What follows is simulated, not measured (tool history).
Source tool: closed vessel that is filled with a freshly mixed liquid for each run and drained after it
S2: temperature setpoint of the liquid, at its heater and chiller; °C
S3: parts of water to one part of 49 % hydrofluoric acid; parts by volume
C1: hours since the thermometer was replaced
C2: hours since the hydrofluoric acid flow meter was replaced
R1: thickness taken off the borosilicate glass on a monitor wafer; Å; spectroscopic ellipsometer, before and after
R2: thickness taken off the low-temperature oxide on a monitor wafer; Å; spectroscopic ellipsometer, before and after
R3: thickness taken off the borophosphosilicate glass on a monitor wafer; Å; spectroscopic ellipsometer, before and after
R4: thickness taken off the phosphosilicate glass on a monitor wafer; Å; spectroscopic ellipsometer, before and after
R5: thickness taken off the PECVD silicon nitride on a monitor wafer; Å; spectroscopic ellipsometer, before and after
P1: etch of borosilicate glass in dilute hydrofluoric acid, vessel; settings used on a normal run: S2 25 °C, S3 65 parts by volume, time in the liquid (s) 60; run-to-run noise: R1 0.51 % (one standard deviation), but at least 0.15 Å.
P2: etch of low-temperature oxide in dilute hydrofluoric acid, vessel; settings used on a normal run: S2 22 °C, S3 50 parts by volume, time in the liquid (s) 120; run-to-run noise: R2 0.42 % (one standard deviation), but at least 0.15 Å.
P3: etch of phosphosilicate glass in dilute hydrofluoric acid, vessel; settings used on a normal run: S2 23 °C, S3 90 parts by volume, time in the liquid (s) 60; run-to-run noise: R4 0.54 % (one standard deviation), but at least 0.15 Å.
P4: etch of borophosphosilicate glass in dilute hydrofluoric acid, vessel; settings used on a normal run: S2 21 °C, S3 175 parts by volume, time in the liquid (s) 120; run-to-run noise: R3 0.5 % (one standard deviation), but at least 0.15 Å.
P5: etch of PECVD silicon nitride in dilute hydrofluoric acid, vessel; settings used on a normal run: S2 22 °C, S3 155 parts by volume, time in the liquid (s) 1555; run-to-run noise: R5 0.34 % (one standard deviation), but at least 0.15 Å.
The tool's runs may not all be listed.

Run 1, hour 7.5: process that ran P1, S2 25 °C, S3 65 parts by volume, time in the liquid (s) 60; C1 382.3; C2 329.8. Result: R1 401.9 Å.
Run 2, hour 14.7: process that ran P1, S2 25 °C, S3 65 parts by volume, time in the liquid (s) 60; C1 389.5; C2 337. Result: R1 402.46 Å.
Run 3, hour 19.4: process that ran P1, S2 25 °C, S3 40 parts by volume, time in the liquid (s) 60; C1 394.2; C2 341.7. Result: R1 678.01 Å.
Run 4, hour 26.9: process that ran P2, S2 22 °C, S3 50 parts by volume, time in the liquid (s) 120; C1 401.7; C2 349.2. Result: R2 573.22 Å.
Run 5, hour 34.4: process that ran P4, S2 21 °C, S3 175 parts by volume, time in the liquid (s) 120; C1 409.2; C2 356.7. Result: R3 316.76 Å.
Run 6, hour 41.3: process that ran P1, S2 19.5 °C, S3 65 parts by volume, time in the liquid (s) 105; C1 416.1; C2 363.6. Result: R1 564.61 Å.
Run 7, hour 48.9: process that ran P1, S2 25 °C, S3 65 parts by volume, time in the liquid (s) 85; C1 423.7; C2 371.2. Result: R1 571.76 Å.
Run 8, hour 58.2: process that ran P3, S2 23 °C, S3 90 parts by volume, time in the liquid (s) 60; C1 433; C2 380.5. Result: R4 391.91 Å.
Run 9, hour 63.2: process that ran P3, S2 23 °C, S3 155 parts by volume, time in the liquid (s) 60; C1 438; C2 385.5. Result: R4 211.77 Å.
Run 10, hour 68.9: process that ran P1, S2 25 °C, S3 65 parts by volume, time in the liquid (s) 60; C1 443.7; C2 391.2. Result: R1 406.02 Å.
Run 11, hour 78.3: process that ran P5, S2 22 °C, S3 155 parts by volume, time in the liquid (s) 1555; C1 453.1; C2 400.6. Result: R5 231.16 Å.
Run 12, hour 82.6: process that ran P1, S2 25 °C, S3 65 parts by volume, time in the liquid (s) 60; C1 457.4; C2 404.9. Result: R1 404.84 Å.
Run 13, hour 91.3: process that ran P2, S2 18 °C, S3 50 parts by volume, time in the liquid (s) 120; C1 466.1; C2 413.6. Result: R2 480.16 Å.
Run 14, hour 96.8: process that ran P1, S2 25 °C, S3 90 parts by volume, time in the liquid (s) 60; C1 471.6; C2 419.1. Result: R1 280.13 Å.
Run 15, hour 102.8: process that ran P1, S2 18.5 °C, S3 65 parts by volume, time in the liquid (s) 60; C1 477.6; C2 425.1. Result: R1 308.47 Å.
Run 16, hour 107.9: process that ran P4, S2 21 °C, S3 175 parts by volume, time in the liquid (s) 45; C1 482.7; C2 430.2. Result: R3 118.3 Å.
Run 17, hour 113: process that ran P5, S2 17 °C, S3 155 parts by volume, time in the liquid (s) 1555; C1 487.8; C2 435.3. Result: R5 164.61 Å.
Run 18, hour 120: process that ran P5, S2 22 °C, S3 65 parts by volume, time in the liquid (s) 1555; C1 494.8; C2 442.3. Result: R5 539.35 Å.
Run 19, hour 128.1: process that ran P4, S2 17 °C, S3 175 parts by volume, time in the liquid (s) 120; C1 502.9; C2 450.4. Result: R3 272.74 Å.
Run 20, hour 133.9: process that ran P1, S2 25 °C, S3 65 parts by volume, time in the liquid (s) 30; C1 508.7; C2 456.2. Result: R1 202.97 Å.
Run 21, hour 143.4: process that ran P2, S2 22 °C, S3 50 parts by volume, time in the liquid (s) 60; C1 518.2; C2 465.7. Result: R2 286.99 Å.
Run 22, hour 150.2: process that ran P3, S2 17 °C, S3 90 parts by volume, time in the liquid (s) 60; C1 525; C2 472.5. Result: R4 305.52 Å.
Run 23, hour 159.1: process that ran P2, S2 22 °C, S3 25 parts by volume, time in the liquid (s) 120; C1 533.9; C2 481.4. Result: R2 1186.6 Å.
Run 24, hour 167: process that ran P1, S2 25 °C, S3 100 parts by volume, time in the liquid (s) 100; C1 541.8; C2 489.3. Result: R1 422.25 Å.
Run 25, hour 173.9: process that ran P3, S2 23 °C, S3 90 parts by volume, time in the liquid (s) 30; C1 548.7; C2 496.2. Result: R4 194.66 Å.
Run 26, hour 181.6: process that ran P1, S2 25 °C, S3 65 parts by volume, time in the liquid (s) 60; C1 556.4; C2 503.9. Result: R1 404.39 Å.
Run 27, hour 186.9: process that ran P4, S2 21 °C, S3 175 parts by volume, time in the liquid (s) 120; C1 561.7; C2 509.2. Result: R3 320.96 Å.
Run 28, hour 194.8: process that ran P5, S2 22 °C, S3 155 parts by volume, time in the liquid (s) 2630; C1 569.6; C2 517.1. Result: R5 389.39 Å.
Run 29, hour 199.2: process that ran P5, S2 22 °C, S3 155 parts by volume, time in the liquid (s) 1555; C1 574; C2 521.5. Result: R5 229.62 Å.
Run 30, hour 207.5: process that ran P1, S2 30 °C, S3 65 parts by volume, time in the liquid (s) 60; C1 582.3; C2 529.8. Result: R1 496.17 Å.
Run 31, hour 215.6: process that ran P1, S2 33 °C, S3 30 parts by volume, time in the liquid (s) 60; C1 590.4; C2 537.9. Result: R1 1266.8 Å.
Run 32, hour 224.4: process that ran P4, S2 21 °C, S3 285 parts by volume, time in the liquid (s) 120; C1 599.2; C2 546.7. Result: R3 175.38 Å.
Run 33, hour 229.1: process that ran P1, S2 25 °C, S3 65 parts by volume, time in the liquid (s) 60; C1 603.9; C2 551.4. Result: R1 401.13 Å.
Run 34, hour 234: process that ran P1, S2 25 °C, S3 65 parts by volume, time in the liquid (s) 60; C1 608.8; C2 556.3. Result: R1 397.62 Å.
Run 35, hour 242.3: process that ran P1, S2 25 °C, S3 65 parts by volume, time in the liquid (s) 60; C1 617.1; C2 564.6. Result: R1 382.83 Å.
Run 36, hour 251.1: process that ran P1, S2 25 °C, S3 65 parts by volume, time in the liquid (s) 60; C1 625.9; C2 573.4. Result: R1 375.1 Å.
Run 37, hour 260.1: process that ran P1, S2 25 °C, S3 65 parts by volume, time in the liquid (s) 60; C1 634.9; C2 582.4. Result: R1 371.78 Å.
Run 38, hour 267.1: process that ran P1, S2 25 °C, S3 65 parts by volume, time in the liquid (s) 60; C1 641.9; C2 589.4. Result: R1 371.78 Å.
Run 39, hour 275.3: process that ran P1, S2 25 °C, S3 65 parts by volume, time in the liquid (s) 60; C1 650.1; C2 597.6. Result: R1 367.45 Å.
Run 40, hour 279.5: process that ran P1, S2 25 °C, S3 65 parts by volume, time in the liquid (s) 60; C1 654.3; C2 601.8. Result: R1 368.03 Å.
Run 41, hour 286.5: process that ran P1, S2 25 °C, S3 65 parts by volume, time in the liquid (s) 60; C1 661.3; C2 608.8. Result: R1 367.71 Å.
Run 42, hour 292.5: process that ran P1, S2 25 °C, S3 65 parts by volume, time in the liquid (s) 60; C1 667.3; C2 614.8. Result: R1 366.35 Å.
Run 43, hour 298.2: process that ran P1, S2 25 °C, S3 65 parts by volume, time in the liquid (s) 60; C1 673; C2 620.5. Result: R1 365.7 Å.

Compared with where it was, what P1 gives has crept away. Each cause listed below fits the log as well as the rest, at the size given for it:
A: hydrofluoric acid flow below the setpoint (%) = 8.33
B: liquid colder than its thermometer reads (K) = 2.33
The drift started at roughly hour 229.1.

The check runs listed below each take one wafer, and their results are still question marks. Under which run would the listed causes lead to clearly different results?
Run check 1, hour 303.9: process that ran P5, S2 22 °C, S3 155 parts by volume, time in the liquid (s) 1555. Result: R5 ?.
Run check 2, hour 303.9: process that ran P3, S2 23 °C, S3 90 parts by volume, time in the liquid (s) 60. Result: R4 ?.
Run check 3, hour 303.9: process that ran P2, S2 22 °C, S3 50 parts by volume, time in the liquid (s) 120. Result: R2 ?.
Run check 4, hour 303.9: process that ran P4, S2 21 °C, S3 175 parts by volume, time in the liquid (s) 120. Result: R3 ?.

What each check would give under each cause:
  check  result    if A    if B
check 1      R5  212.02   197.9
check 2      R4  355.85   356.6
check 3      R2  522.05  519.09
check 4      R3  286.57  289.96
Separation of the two closest causes in each check, using whichever result separates them best: check 1 6.89 %; check 2 0.21 %; check 3 0.57 %; check 4 1.18 %
Check 1 is the one run that separates the causes; every other check would come out nearly the same whichever cause is at work.

With check 1 done, the readings were: R5 211.93 Å. Identify which of the listed causes applies.

Of the candidate causes, it is A: hydrofluoric acid flow below the setpoint (%).
